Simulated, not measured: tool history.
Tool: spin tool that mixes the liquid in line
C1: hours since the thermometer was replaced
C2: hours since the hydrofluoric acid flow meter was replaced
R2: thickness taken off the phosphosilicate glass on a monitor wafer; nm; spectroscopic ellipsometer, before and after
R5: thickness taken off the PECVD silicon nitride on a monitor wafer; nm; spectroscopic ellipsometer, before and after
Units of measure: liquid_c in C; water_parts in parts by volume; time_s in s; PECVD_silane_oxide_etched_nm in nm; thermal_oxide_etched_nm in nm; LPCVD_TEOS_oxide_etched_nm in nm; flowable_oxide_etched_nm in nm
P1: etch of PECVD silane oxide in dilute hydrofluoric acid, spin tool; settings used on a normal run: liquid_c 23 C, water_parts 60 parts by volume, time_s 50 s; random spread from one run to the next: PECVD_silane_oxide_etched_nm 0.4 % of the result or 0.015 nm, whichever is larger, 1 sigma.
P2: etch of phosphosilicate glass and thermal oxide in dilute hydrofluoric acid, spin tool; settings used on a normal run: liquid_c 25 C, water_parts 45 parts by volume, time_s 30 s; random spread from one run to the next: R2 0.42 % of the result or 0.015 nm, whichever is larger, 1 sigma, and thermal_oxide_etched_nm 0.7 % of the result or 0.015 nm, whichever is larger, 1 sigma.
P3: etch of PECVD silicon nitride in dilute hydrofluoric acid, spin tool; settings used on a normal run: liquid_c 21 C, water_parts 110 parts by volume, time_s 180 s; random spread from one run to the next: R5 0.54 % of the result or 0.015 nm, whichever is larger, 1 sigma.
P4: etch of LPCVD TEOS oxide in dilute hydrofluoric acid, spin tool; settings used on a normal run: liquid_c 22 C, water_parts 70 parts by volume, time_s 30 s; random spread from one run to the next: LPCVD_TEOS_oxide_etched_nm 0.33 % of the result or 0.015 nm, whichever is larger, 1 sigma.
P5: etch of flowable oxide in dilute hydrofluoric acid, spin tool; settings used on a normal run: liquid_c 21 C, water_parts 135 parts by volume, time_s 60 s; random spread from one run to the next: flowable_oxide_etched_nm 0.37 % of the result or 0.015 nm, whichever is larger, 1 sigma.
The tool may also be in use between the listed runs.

{"run": 1, "day": 0.608, "process": "P1", "liquid_c": 23, "water_parts": 60, "time_s": 50, "C1": 1448.2, "C2": 1346.2, "PECVD_silane_oxide_etched_nm": 23.726}
{"run": 2, "day": 1.383, "process": "P2", "liquid_c": 25, "water_parts": 45, "time_s": 15, "C1": 1466.8, "C2": 1364.8, "R2": 32.555, "thermal_oxide_etched_nm": 1.7648}
{"run": 3, "day": 1.879, "process": "P1", "liquid_c": 23, "water_parts": 60, "time_s": 50, "C1": 1478.7, "C2": 1376.7, "PECVD_silane_oxide_etched_nm": 23.521}
{"run": 4, "day": 2.625, "process": "P1", "liquid_c": 18, "water_parts": 60, "time_s": 50, "C1": 1496.6, "C2": 1394.6, "PECVD_silane_oxide_etched_nm": 19.054}
{"run": 5, "day": 3.429, "process": "P4", "liquid_c": 22, "water_parts": 70, "time_s": 30, "C1": 1515.9, "C2": 1413.9, "LPCVD_TEOS_oxide_etched_nm": 16.958}
{"run": 6, "day": 4.142, "process": "P3", "liquid_c": 21, "water_parts": 200, "time_s": 180, "C1": 1533, "C2": 1431, "R5": 3.7026}
{"run": 7, "day": 4.546, "process": "P1", "liquid_c": 30.5, "water_parts": 20, "time_s": 50, "C1": 1542.7, "C2": 1440.7, "PECVD_silane_oxide_etched_nm": 102.34}
{"run": 8, "day": 5.212, "process": "P2", "liquid_c": 17, "water_parts": 45, "time_s": 30, "C1": 1558.7, "C2": 1456.7, "R2": 46.488, "thermal_oxide_etched_nm": 2.4932}
{"run": 9, "day": 5.817, "process": "P2", "liquid_c": 25, "water_parts": 45, "time_s": 30, "C1": 1573.2, "C2": 1471.2, "R2": 64.813, "thermal_oxide_etched_nm": 3.4054}
{"run": 10, "day": 6.338, "process": "P1", "liquid_c": 19, "water_parts": 105, "time_s": 50, "C1": 1585.7, "C2": 1483.7, "PECVD_silane_oxide_etched_nm": 10.836}
{"run": 11, "day": 7.067, "process": "P1", "liquid_c": 23, "water_parts": 60, "time_s": 50, "C1": 1603.2, "C2": 1501.2, "PECVD_silane_oxide_etched_nm": 23.742}
{"run": 12, "day": 7.742, "process": "P4", "liquid_c": 22, "water_parts": 35, "time_s": 30, "C1": 1619.4, "C2": 1517.4, "LPCVD_TEOS_oxide_etched_nm": 35.378}
{"run": 13, "day": 8.221, "process": "P5", "liquid_c": 21, "water_parts": 135, "time_s": 60, "C1": 1630.9, "C2": 1528.9, "flowable_oxide_etched_nm": 12.104}
{"run": 14, "day": 8.833, "process": "P1", "liquid_c": 23, "water_parts": 35, "time_s": 90, "C1": 1645.6, "C2": 1543.6, "PECVD_silane_oxide_etched_nm": 75.24}
{"run": 15, "day": 9.433, "process": "P1", "liquid_c": 23, "water_parts": 95, "time_s": 50, "C1": 1660, "C2": 1558, "PECVD_silane_oxide_etched_nm": 14.306}
{"run": 16, "day": 9.808, "process": "P3", "liquid_c": 21, "water_parts": 110, "time_s": 320, "C1": 1669, "C2": 1567, "R5": 11.89}
{"day": 10.204, "done": "hydrofluoric acid flow meter replaced"}
{"run": 17, "day": 10.567, "process": "P2", "liquid_c": 25, "water_parts": 20, "time_s": 30, "C1": 1687.2, "C2": 8.8, "R2": 152.13, "thermal_oxide_etched_nm": 7.9781}
{"run": 18, "day": 11.042, "process": "P5", "liquid_c": 21, "water_parts": 20, "time_s": 60, "C1": 1698.6, "C2": 20.2, "flowable_oxide_etched_nm": 93.535}
{"run": 19, "day": 11.842, "process": "P3", "liquid_c": 21, "water_parts": 110, "time_s": 180, "C1": 1717.8, "C2": 39.4, "R5": 6.6953}
{"run": 20, "day": 12.396, "process": "P4", "liquid_c": 22, "water_parts": 70, "time_s": 30, "C1": 1731.1, "C2": 52.7, "LPCVD_TEOS_oxide_etched_nm": 16.872}
{"run": 21, "day": 13.1, "process": "P1", "liquid_c": 23, "water_parts": 40, "time_s": 50, "C1": 1748, "C2": 69.6, "PECVD_silane_oxide_etched_nm": 36.439}
{"run": 22, "day": 13.833, "process": "P1", "liquid_c": 23, "water_parts": 60, "time_s": 50, "C1": 1765.6, "C2": 87.2, "PECVD_silane_oxide_etched_nm": 23.689}
{"run": 23, "day": 14.604, "process": "P1", "liquid_c": 23, "water_parts": 60, "time_s": 15, "C1": 1784.1, "C2": 105.7, "PECVD_silane_oxide_etched_nm": 7.1464}
{"run": 24, "day": 15.279, "process": "P1", "liquid_c": 23, "water_parts": 60, "time_s": 50, "C1": 1800.3, "C2": 121.9, "PECVD_silane_oxide_etched_nm": 23.791}
{"run": 25, "day": 16.008, "process": "P5", "liquid_c": 21, "water_parts": 135, "time_s": 15, "C1": 1817.8, "C2": 139.4, "flowable_oxide_etched_nm": 3.0386}
{"run": 26, "day": 16.788, "process": "P1", "liquid_c": 23, "water_parts": 60, "time_s": 95, "C1": 1836.5, "C2": 158.1, "PECVD_silane_oxide_etched_nm": 45.128}
{"run": 27, "day": 17.279, "process": "P4", "liquid_c": 30.5, "water_parts": 70, "time_s": 30, "C1": 1848.3, "C2": 169.9, "LPCVD_TEOS_oxide_etched_nm": 23.698}
{"run": 28, "day": 17.717, "process": "P3", "liquid_c": 21, "water_parts": 110, "time_s": 180, "C1": 1858.8, "C2": 180.4, "R5": 6.6993}
{"run": 29, "day": 18.183, "process": "P5", "liquid_c": 21, "water_parts": 135, "time_s": 60, "C1": 1870, "C2": 191.6, "flowable_oxide_etched_nm": 12.099}
{"run": 30, "day": 18.988, "process": "P4", "liquid_c": 22, "water_parts": 70, "time_s": 50, "C1": 1889.3, "C2": 210.9, "LPCVD_TEOS_oxide_etched_nm": 28.29}
{"run": 31, "day": 19.75, "process": "P3", "liquid_c": 17, "water_parts": 110, "time_s": 180, "C1": 1907.6, "C2": 229.2, "R5": 5.0892}
{"run": 32, "day": 20.379, "process": "P2", "liquid_c": 25, "water_parts": 45, "time_s": 30, "C1": 1922.7, "C2": 244.3, "R2": 65.842, "thermal_oxide_etched_nm": 3.4277}
{"run": 33, "day": 21.15, "process": "P1", "liquid_c": 29.5, "water_parts": 60, "time_s": 50, "C1": 1941.2, "C2": 262.8, "PECVD_silane_oxide_etched_nm": 30.641}
{"run": 34, "day": 21.746, "process": "P5", "liquid_c": 17, "water_parts": 135, "time_s": 60, "C1": 1955.5, "C2": 277.1, "flowable_oxide_etched_nm": 10.271}
{"run": 35, "day": 22.3, "process": "P1", "liquid_c": 23, "water_parts": 60, "time_s": 50, "C1": 1968.8, "C2": 290.4, "PECVD_silane_oxide_etched_nm": 23.754}
{"run": 36, "day": 22.729, "process": "P1", "liquid_c": 23, "water_parts": 60, "time_s": 50, "C1": 1979.1, "C2": 300.7, "PECVD_silane_oxide_etched_nm": 24.605}
{"run": 37, "day": 23.15, "process": "P1", "liquid_c": 23, "water_parts": 60, "time_s": 50, "C1": 1989.2, "C2": 310.8, "PECVD_silane_oxide_etched_nm": 24.975}
{"run": 38, "day": 23.646, "process": "P1", "liquid_c": 23, "water_parts": 60, "time_s": 50, "C1": 2001.1, "C2": 322.7, "PECVD_silane_oxide_etched_nm": 25.405}
{"run": 39, "day": 23.996, "process": "P1", "liquid_c": 23, "water_parts": 60, "time_s": 50, "C1": 2009.5, "C2": 331.1, "PECVD_silane_oxide_etched_nm": 25.299}
{"run": 40, "day": 24.417, "process": "P1", "liquid_c": 23, "water_parts": 60, "time_s": 50, "C1": 2019.6, "C2": 341.2, "PECVD_silane_oxide_etched_nm": 25.303}
{"run": 41, "day": 24.883, "process": "P1", "liquid_c": 23, "water_parts": 60, "time_s": 50, "C1": 2030.8, "C2": 352.4, "PECVD_silane_oxide_etched_nm": 25.419}

What P1 gives has crept off from where it sat before. The 2 causes that follow fit the log equally well, each at the size noted:
A: liquid hotter than its thermometer reads (K) = 1.86
B: hydrofluoric acid flow above the setpoint (%) = 7.31
Creep in the process output first set in at about day 22.3.

Listed below are the offered check runs, one wafer per run, with question marks in place of results. For which of them would the causes give clearly different outcomes?
{"run": "check 1", "day": 25.35, "process": "P3", "liquid_c": 17.5, "water_parts": 110, "time_s": 280, "R5": "?"}
{"run": "check 2", "day": 25.35, "process": "P5", "liquid_c": 21, "water_parts": 30, "time_s": 15, "flowable_oxide_etched_nm": "?"}
{"run": "check 3", "day": 25.35, "process": "P2", "liquid_c": 17.5, "water_parts": 45, "time_s": 15, "R2": "?", "thermal_oxide_etched_nm": "?"}
{"run": "check 4", "day": 25.35, "process": "P4", "liquid_c": 30, "water_parts": 70, "time_s": 50, "LPCVD_TEOS_oxide_etched_nm": "?"}

If the cause were each of the candidates in turn, the checks would give the following:
check=check_1 result=R5 if_A=9.3075 if_B=8.7704
check=check_2 result=flowable_oxide_etched_nm if_A=16.667 if_B=16.566
check=check_3 result=R2 if_A=25.706 if_B=25.55
check=check_3 result=thermal_oxide_etched_nm if_A=1.3556 if_B=1.3473
check=check_4 result=LPCVD_TEOS_oxide_etched_nm if_A=41.61 if_B=41.887
Minimum pairwise separation of causes per check, each pair taken at its best-separating result: check 1 5.94 %; check 2 0.61 %; check 3 0.61 %; check 4 0.66 %
Only check 1 tells the causes apart: in the others they would give nearly the same result.

Check 1 was then run and gave: R5 9.2567 nm. Which cause is it?

The correct cause is A, namely: liquid hotter than its thermometer reads (K).

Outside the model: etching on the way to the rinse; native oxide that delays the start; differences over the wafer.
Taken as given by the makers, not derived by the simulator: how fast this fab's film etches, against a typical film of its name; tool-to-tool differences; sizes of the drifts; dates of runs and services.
